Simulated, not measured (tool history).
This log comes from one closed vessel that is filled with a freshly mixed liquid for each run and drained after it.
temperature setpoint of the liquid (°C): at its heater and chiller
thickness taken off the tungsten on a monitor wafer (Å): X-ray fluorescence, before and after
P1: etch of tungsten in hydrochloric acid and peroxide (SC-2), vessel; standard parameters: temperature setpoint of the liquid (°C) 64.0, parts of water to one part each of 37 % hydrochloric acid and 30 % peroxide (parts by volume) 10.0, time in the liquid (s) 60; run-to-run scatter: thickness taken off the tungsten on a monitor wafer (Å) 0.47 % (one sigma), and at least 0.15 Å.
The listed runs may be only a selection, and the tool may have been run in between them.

run   hour  temperature setpoint of the liquid (°C)  parts of water to one part each of 37 % hydrochloric acid and 30 % peroxide (parts by volume)  time in the liquid (s)  thickness taken off the tungsten on a monitor wafer (Å)
  1    6.7                                     64.0                                                                                           10.0                      60                                                   238.13
  2   19.2                                     64.0                                                                                           10.0                      30                                                   118.31
  3   31.8                                     49.5                                                                                           10.0                      60                                                    93.84
  4   40.3                                     64.0                                                                                           10.0                      60                                                   238.76
  5   50.1                                     64.0                                                                                           10.0                      60                                                   236.18
  6   58.6                                     64.0                                                                                           16.5                      60                                                   154.72
  7   67.2                                     64.0                                                                                            4.0                      30                                                   238.80
      68.3  -- chemicals flow meter replaced
  8   77.8                                     64.0                                                                                           10.0                      60                                                   237.71
  9   87.2                                     72.0                                                                                           10.0                      60                                                   385.88
 10  100.4                                     64.0                                                                                            4.0                      60                                                   473.36
 11  108.8                                     64.0                                                                                           10.0                     110                                                   438.22
 12  119.4                                     64.0                                                                                           10.0                      60                                                   239.54
 13  129.4                                     64.0                                                                                           10.0                      60                                                   228.66
 14  137.2                                     64.0                                                                                           10.0                      60                                                   226.76
 15  144.7                                     64.0                                                                                           10.0                      60                                                   224.13
 16  151.0                                     64.0                                                                                           10.0                      60                                                   224.47
 17  162.6                                     64.0                                                                                           10.0                      60                                                   222.33
     163.3  -- new drum of peroxide connected
 18  169.1                                     64.0                                                                                           10.0                      60                                                   221.62
 19  178.8                                     64.0                                                                                           10.0                      60                                                   220.65
 20  185.1                                     64.0                                                                                           10.0                      60                                                   220.04
 21  198.5                                     64.0                                                                                           10.0                      60                                                   219.72

Compared with where it was, what P1 gives has crept away. Each cause listed below fits the log as well as the rest, at the size given for it:
A: liquid colder than its thermometer reads (K) = 1.37
B: chemicals flow below the setpoint (%) = 9.52
At approximately hour 119.4, the process output began to creep.
Why every other cause is out:
peroxide weaker than its label (%): serviced after onset, at hour 163.3, with no recovery of the prior output

Which of the 4 check runs listed below, each an average over 3 wafers with its results shown as question marks, gives clearly different results under the different listed causes?
check 1  211.9                                     53.0                                                                                           10.0                      60                                                        ?
check 2  211.9                                     55.5                                                                                            4.0                      60                                                        ?
check 3  211.9                                     64.0                                                                                           14.5                      95                                                        ?
check 4  211.9                                     64.0                                                                                           13.0                      60                                                        ?

Outcome of each check run for each possible cause:
  check                                                   result    if A    if B
check 1  thickness taken off the tungsten on a monitor wafer (Å)  108.57  109.23
check 2  thickness taken off the tungsten on a monitor wafer (Å)  255.79  261.18
check 3  thickness taken off the tungsten on a monitor wafer (Å)  252.35  251.29
check 4  thickness taken off the tungsten on a monitor wafer (Å)  175.32  174.79
Smallest distance between any two causes, each pair judged by its most separating result, in per cent: check 1 0.6 %; check 2 2.09 %; check 3 0.42 %; check 4 0.3 %
Only check 2 tells the causes apart: in the others they would give nearly the same result.

Check 2 was then run and gave: thickness taken off the tungsten on a monitor wafer (Å) 262.46. Which cause is it?

B is the cause: chemicals flow below the setpoint (%).
